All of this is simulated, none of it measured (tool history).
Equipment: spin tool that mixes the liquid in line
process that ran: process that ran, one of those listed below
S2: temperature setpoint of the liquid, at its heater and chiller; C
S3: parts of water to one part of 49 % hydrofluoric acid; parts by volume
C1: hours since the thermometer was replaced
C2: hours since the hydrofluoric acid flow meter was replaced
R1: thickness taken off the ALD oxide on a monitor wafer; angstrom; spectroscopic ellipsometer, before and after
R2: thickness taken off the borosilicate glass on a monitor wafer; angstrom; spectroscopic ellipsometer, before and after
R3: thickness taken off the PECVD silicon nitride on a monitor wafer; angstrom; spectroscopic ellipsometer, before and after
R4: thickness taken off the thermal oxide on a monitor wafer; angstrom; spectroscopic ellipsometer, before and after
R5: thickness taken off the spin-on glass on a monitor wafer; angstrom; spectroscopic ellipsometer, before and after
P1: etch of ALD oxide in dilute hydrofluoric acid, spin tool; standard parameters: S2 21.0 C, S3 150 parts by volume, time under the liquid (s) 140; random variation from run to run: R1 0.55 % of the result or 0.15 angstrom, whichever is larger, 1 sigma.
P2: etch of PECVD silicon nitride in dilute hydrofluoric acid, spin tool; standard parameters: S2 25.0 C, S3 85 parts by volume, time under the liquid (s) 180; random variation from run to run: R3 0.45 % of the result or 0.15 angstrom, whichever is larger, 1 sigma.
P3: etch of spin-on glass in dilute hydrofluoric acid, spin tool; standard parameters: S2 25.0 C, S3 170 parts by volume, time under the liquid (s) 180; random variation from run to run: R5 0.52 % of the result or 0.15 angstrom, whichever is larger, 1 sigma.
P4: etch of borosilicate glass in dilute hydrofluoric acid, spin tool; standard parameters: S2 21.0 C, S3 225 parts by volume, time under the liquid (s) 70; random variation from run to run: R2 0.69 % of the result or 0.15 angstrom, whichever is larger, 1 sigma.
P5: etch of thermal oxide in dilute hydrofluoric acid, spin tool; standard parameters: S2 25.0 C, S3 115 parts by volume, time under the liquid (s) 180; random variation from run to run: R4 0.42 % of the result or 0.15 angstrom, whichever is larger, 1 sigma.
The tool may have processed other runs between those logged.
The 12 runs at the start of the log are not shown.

run 13 hour=46.5 | process_that_ran=P2 S2=25.0 S3=135 time_under_the_liquid_(s)=180 | C1=1790.0 C2=1145.0 | R3=79.664
run 14 hour=50.4 | process_that_ran=P1 S2=21.0 S3=40 time_under_the_liquid_(s)=140 | C1=1793.9 C2=1148.9 | R1=665.410
run 15 hour=54.5 | process_that_ran=P5 S2=17.5 S3=115 time_under_the_liquid_(s)=180 | C1=1798.0 C2=1153.0 | R4=53.541
run 16 hour=58.8 | process_that_ran=P3 S2=32.0 S3=170 time_under_the_liquid_(s)=180 | C1=1802.3 C2=1157.3 | R5=425.18
run 17 hour=62.0 | process_that_ran=P1 S2=21.0 S3=150 time_under_the_liquid_(s)=140 | C1=1805.5 C2=1160.5 | R1=156.630
run 18 hour=67.0 | process_that_ran=P1 S2=21.0 S3=150 time_under_the_liquid_(s)=210 | C1=1810.5 C2=1165.5 | R1=232.010
run 19 hour=70.7 | process_that_ran=P3 S2=25.0 S3=90 time_under_the_liquid_(s)=180 | C1=1814.2 C2=1169.2 | R5=686.76
run 20 hour=74.8 | process_that_ran=P5 S2=25.0 S3=115 time_under_the_liquid_(s)=180 | C1=1818.3 C2=1173.3 | R4=72.004
run 21 hour=77.2 | process_that_ran=P5 S2=25.0 S3=115 time_under_the_liquid_(s)=180 | C1=1820.7 C2=1175.7 | R4=72.190
run 22 hour=81.3 | process_that_ran=P1 S2=21.0 S3=150 time_under_the_liquid_(s)=15 | C1=1824.8 C2=1179.8 | R1=16.508

Run 23, settings as shown, results not yet in. Your forecast:
run 23 hour=85.2 | process_that_ran=P5 S2=25.0 S3=115 time_under_the_liquid_(s)=355 | C1=1828.7 C2=1183.7 | R4=?

Logged for run 23: R4 142.680 angstrom.
